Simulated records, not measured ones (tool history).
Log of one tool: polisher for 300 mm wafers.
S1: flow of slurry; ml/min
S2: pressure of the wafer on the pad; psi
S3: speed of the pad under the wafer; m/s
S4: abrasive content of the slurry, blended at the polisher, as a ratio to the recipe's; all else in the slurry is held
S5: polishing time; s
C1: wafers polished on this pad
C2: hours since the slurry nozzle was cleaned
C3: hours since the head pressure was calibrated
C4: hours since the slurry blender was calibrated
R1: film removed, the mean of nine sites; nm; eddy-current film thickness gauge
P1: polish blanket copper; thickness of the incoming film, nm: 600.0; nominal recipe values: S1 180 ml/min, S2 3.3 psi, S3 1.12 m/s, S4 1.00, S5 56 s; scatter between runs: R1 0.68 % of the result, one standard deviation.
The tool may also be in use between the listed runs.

| run | hour | S1 | S2 | S3 | S4 | S5 | C1 | C2 | C3 | C4 | R1 |
|---|---|---|---|---|---|---|---|---|---|---|---|
| 1 | 6.1 | 180 | 3.3 | 1.12 | 1.00 | 56 | 1030 | 156.4 | 74.5 | 122.0 | 211.350 |
| 2 | 17.2 | 285 | 3.3 | 1.12 | 1.00 | 56 | 1192 | 167.5 | 85.6 | 133.1 | 222.460 |
| 3 | 25.2 | 180 | 1.5 | 1.12 | 1.00 | 56 | 1309 | 175.5 | 93.6 | 141.1 | 94.723 |
| 4 | 35.3 | 180 | 3.3 | 1.12 | 0.65 | 56 | 1456 | 185.6 | 103.7 | 151.2 | 193.550 |
| 5 | 40.7 | 180 | 3.3 | 1.12 | 1.00 | 56 | 1534 | 191.0 | 109.1 | 156.6 | 212.130 |
| 6 | 47.7 | 180 | 4.5 | 1.12 | 1.00 | 56 | 1636 | 198.0 | 116.1 | 163.6 | 289.610 |
| 7 | 58.6 | 180 | 3.3 | 1.12 | 1.00 | 82 | 1795 | 208.9 | 127.0 | 174.5 | 314.850 |
| 8 | 67.3 | 180 | 3.3 | 1.12 | 1.00 | 56 | 1922 | 217.6 | 135.7 | 183.2 | 211.270 |
| 9 | 77.4 | 180 | 3.3 | 1.12 | 1.00 | 56 | 2069 | 227.7 | 145.8 | 193.3 | 214.480 |
| 10 | 87.1 | 180 | 3.3 | 1.12 | 1.35 | 56 | 2210 | 237.4 | 155.5 | 203.0 | 227.970 |
| 11 | 93.9 | 180 | 3.3 | 0.50 | 1.00 | 56 | 2309 | 244.2 | 162.3 | 209.8 | 94.028 |
| 12 | 100.5 | 180 | 3.3 | 1.12 | 1.00 | 56 | 2405 | 250.8 | 168.9 | 216.4 | 209.740 |
| 13 | 108.0 | 245 | 3.3 | 1.12 | 0.65 | 56 | 2515 | 258.3 | 176.4 | 223.9 | 200.790 |
| 14 | 118.9 | 180 | 3.3 | 1.72 | 1.00 | 56 | 2673 | 269.2 | 187.3 | 234.8 | 327.260 |
| 15 | 128.7 | 110 | 3.3 | 1.12 | 1.00 | 56 | 2816 | 279.0 | 197.1 | 244.6 | 193.420 |
| 16 | 139.8 | 180 | 3.3 | 1.12 | 1.00 | 39 | 2978 | 290.1 | 208.2 | 255.7 | 148.490 |
| 17 | 146.2 | 180 | 3.3 | 1.12 | 1.00 | 56 | 3071 | 296.5 | 214.6 | 262.1 | 211.910 |
| 18 | 152.8 | 180 | 3.3 | 1.12 | 1.00 | 56 | 3167 | 303.1 | 221.2 | 268.7 | 211.590 |
| 19 | 157.7 | 180 | 3.3 | 1.12 | 1.00 | 56 | 3239 | 308.0 | 226.1 | 273.6 | 209.850 |
| 20 | 166.5 | 180 | 3.3 | 1.12 | 1.00 | 56 | 3367 | 316.8 | 234.9 | 282.4 | 204.910 |
| 21 | 175.1 | 180 | 3.3 | 1.12 | 1.00 | 56 | 3492 | 325.4 | 243.5 | 291.0 | 202.600 |
| 22 | 184.6 | 180 | 3.3 | 1.12 | 1.00 | 56 | 3630 | 334.9 | 253.0 | 300.5 | 199.110 |
| 23 | 193.6 | 180 | 3.3 | 1.12 | 1.00 | 56 | 3762 | 343.9 | 262.0 | 309.5 | 201.500 |
|  | 194.2 | head pressure recalibrated |
|  | 200.2 | slurry blender recalibrated |
| 24 | 202.2 | 180 | 3.3 | 1.12 | 1.00 | 56 | 3887 | 352.5 | 8.0 | 2.1 | 196.420 |
| 25 | 212.9 | 180 | 3.3 | 1.12 | 1.00 | 56 | 4043 | 363.2 | 18.7 | 12.8 | 197.330 |
| 26 | 224.2 | 180 | 3.3 | 1.12 | 1.00 | 56 | 4207 | 374.5 | 30.0 | 24.1 | 195.280 |
| 27 | 234.3 | 180 | 3.3 | 1.12 | 1.00 | 56 | 4354 | 384.6 | 40.1 | 34.2 | 196.350 |
| 28 | 240.5 | 180 | 3.3 | 1.12 | 1.00 | 56 | 4445 | 390.8 | 46.3 | 40.4 | 195.390 |

The log shows P1 creeping away from where it was. Any of the 2 causes listed here, at the size stated for it, fits the log just as well as the others:
A: slurry flow missing at the pad, % = 36.4
B: removal rate lost through wear of the pad, % = 7.86
The onset of the drift is placed at about hour 152.8.
Why every other cause is out:
head's pressure below its setpoint, %: maintenance at hour 194.2, after the shift began, did not return the process to its former output
abrasive missing from the slurry, %: maintenance at hour 200.2, after the shift began, did not return the process to its former output

Each of the check runs listed below is run on 2 wafers and reports their average, with the results left as question marks. Pick the one under which the possible causes would lead to clearly different results.
| check 1 | 246.7 | 180 | 4.2 | 1.52 | 1.00 | 56 |  |  |  |  | ? |
| check 2 | 246.7 | 180 | 3.3 | 1.12 | 0.70 | 56 |  |  |  |  | ? |
| check 3 | 246.7 | 115 | 3.3 | 1.12 | 0.70 | 56 |  |  |  |  | ? |
| check 4 | 246.7 | 180 | 2.6 | 1.12 | 0.80 | 56 |  |  |  |  | ? |

How each check would come out, cause by cause:
| check | result | if A | if B |
|---|---|---|---|
| check 1 | R1 | 337.340 | 337.340 |
| check 2 | R1 | 181.230 | 181.230 |
| check 3 | R1 | 160.560 | 167.150 |
| check 4 | R1 | 146.780 | 146.780 |
Per check, the gap between the least separated pair of causes, taken in the result that splits them most: check 1 0 %; check 2 0 %; check 3 4.02 %; check 4 0 %
Of the check runs offered, only check 3 discriminates between the causes; the rest would read about the same regardless of which cause applies.

The results of check 3 are: R1 167.440 nm. Based on these, which of the listed causes is it?

The cause is B: removal rate lost through wear of the pad, %.

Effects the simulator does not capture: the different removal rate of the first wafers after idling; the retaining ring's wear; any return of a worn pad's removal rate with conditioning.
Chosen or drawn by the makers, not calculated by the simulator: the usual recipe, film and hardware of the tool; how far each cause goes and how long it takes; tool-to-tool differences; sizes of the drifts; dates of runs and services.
